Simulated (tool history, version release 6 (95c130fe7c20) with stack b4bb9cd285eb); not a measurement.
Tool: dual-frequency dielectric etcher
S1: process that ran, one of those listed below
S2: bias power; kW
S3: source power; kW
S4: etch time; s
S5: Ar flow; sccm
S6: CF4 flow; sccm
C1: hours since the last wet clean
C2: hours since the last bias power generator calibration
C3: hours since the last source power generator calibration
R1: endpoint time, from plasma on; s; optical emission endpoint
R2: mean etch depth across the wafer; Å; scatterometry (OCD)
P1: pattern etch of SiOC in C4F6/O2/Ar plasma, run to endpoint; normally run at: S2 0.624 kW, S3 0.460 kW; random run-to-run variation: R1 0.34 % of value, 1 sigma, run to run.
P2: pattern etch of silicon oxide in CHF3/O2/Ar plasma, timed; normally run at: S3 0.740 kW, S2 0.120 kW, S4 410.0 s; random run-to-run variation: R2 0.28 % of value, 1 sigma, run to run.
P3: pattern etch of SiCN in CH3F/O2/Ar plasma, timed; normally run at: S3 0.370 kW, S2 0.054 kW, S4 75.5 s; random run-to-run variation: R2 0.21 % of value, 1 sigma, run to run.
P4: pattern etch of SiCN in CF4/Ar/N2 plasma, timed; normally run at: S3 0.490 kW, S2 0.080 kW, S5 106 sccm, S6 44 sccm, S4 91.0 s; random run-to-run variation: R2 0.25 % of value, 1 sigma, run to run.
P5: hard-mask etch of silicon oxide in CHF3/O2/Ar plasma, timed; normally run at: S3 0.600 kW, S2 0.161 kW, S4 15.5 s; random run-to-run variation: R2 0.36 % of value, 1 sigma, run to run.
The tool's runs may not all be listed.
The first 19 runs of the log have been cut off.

{"run": 20, "hour": 177.3, "S1": "P1", "S2": 0.867, "S3": 0.46, "C1": 231.6, "C2": 829.1, "C3": 145.8, "R1": 6.5842}
{"run": 21, "hour": 188.6, "S1": "P4", "S2": 0.05, "S3": 0.49, "S4": 91.0, "S5": 106, "S6": 44, "C1": 242.9, "C2": 840.4, "C3": 157.1, "R2": 707.71}
{"run": 22, "hour": 200.6, "S1": "P2", "S2": 0.12, "S3": 0.74, "S4": 410.0, "C1": 254.9, "C2": 852.4, "C3": 169.1, "R2": 7753.3}
{"run": 23, "hour": 206.3, "S1": "P4", "S2": 0.08, "S3": 0.49, "S4": 50.0, "S5": 106, "S6": 44, "C1": 260.6, "C2": 858.1, "C3": 174.8, "R2": 463.23}
{"run": 24, "hour": 214.1, "S1": "P1", "S2": 0.624, "S3": 0.46, "C1": 268.4, "C2": 865.9, "C3": 182.6, "R1": 7.4542}
{"run": 25, "hour": 219.3, "S1": "P5", "S2": 0.222, "S3": 0.6, "S4": 15.5, "C1": 273.6, "C2": 871.1, "C3": 187.8, "R2": 324.83}
{"run": 26, "hour": 225.4, "S1": "P1", "S2": 0.624, "S3": 0.46, "C1": 279.7, "C2": 877.2, "C3": 193.9, "R1": 7.4534}
{"run": 27, "hour": 237.4, "S1": "P1", "S2": 0.624, "S3": 0.63, "C1": 291.7, "C2": 889.2, "C3": 205.9, "R1": 6.6553}
{"run": 28, "hour": 246.2, "S1": "P1", "S2": 0.624, "S3": 0.46, "C1": 300.5, "C2": 898.0, "C3": 214.7, "R1": 7.4773}
{"run": 29, "hour": 252.6, "S1": "P1", "S2": 0.85, "S3": 0.64, "C1": 306.9, "C2": 904.4, "C3": 221.1, "R1": 5.8722}
{"run": 30, "hour": 258.6, "S1": "P1", "S2": 0.493, "S3": 0.27, "C1": 312.9, "C2": 910.4, "C3": 227.1, "R1": 9.9529}
{"run": 31, "hour": 265.9, "S1": "P5", "S2": 0.161, "S3": 0.81, "S4": 15.5, "C1": 320.2, "C2": 917.7, "C3": 234.4, "R2": 326.8}

What does the tool deliver on the next run?
{"run": 32, "hour": 277.7, "S1": "P4", "S2": 0.08, "S3": 0.49, "S4": 91.0, "S5": 86, "S6": 44, "C1": 332.0, "C2": 929.5, "C3": 246.2, "R2": "?"}

R2: 870.64 Å

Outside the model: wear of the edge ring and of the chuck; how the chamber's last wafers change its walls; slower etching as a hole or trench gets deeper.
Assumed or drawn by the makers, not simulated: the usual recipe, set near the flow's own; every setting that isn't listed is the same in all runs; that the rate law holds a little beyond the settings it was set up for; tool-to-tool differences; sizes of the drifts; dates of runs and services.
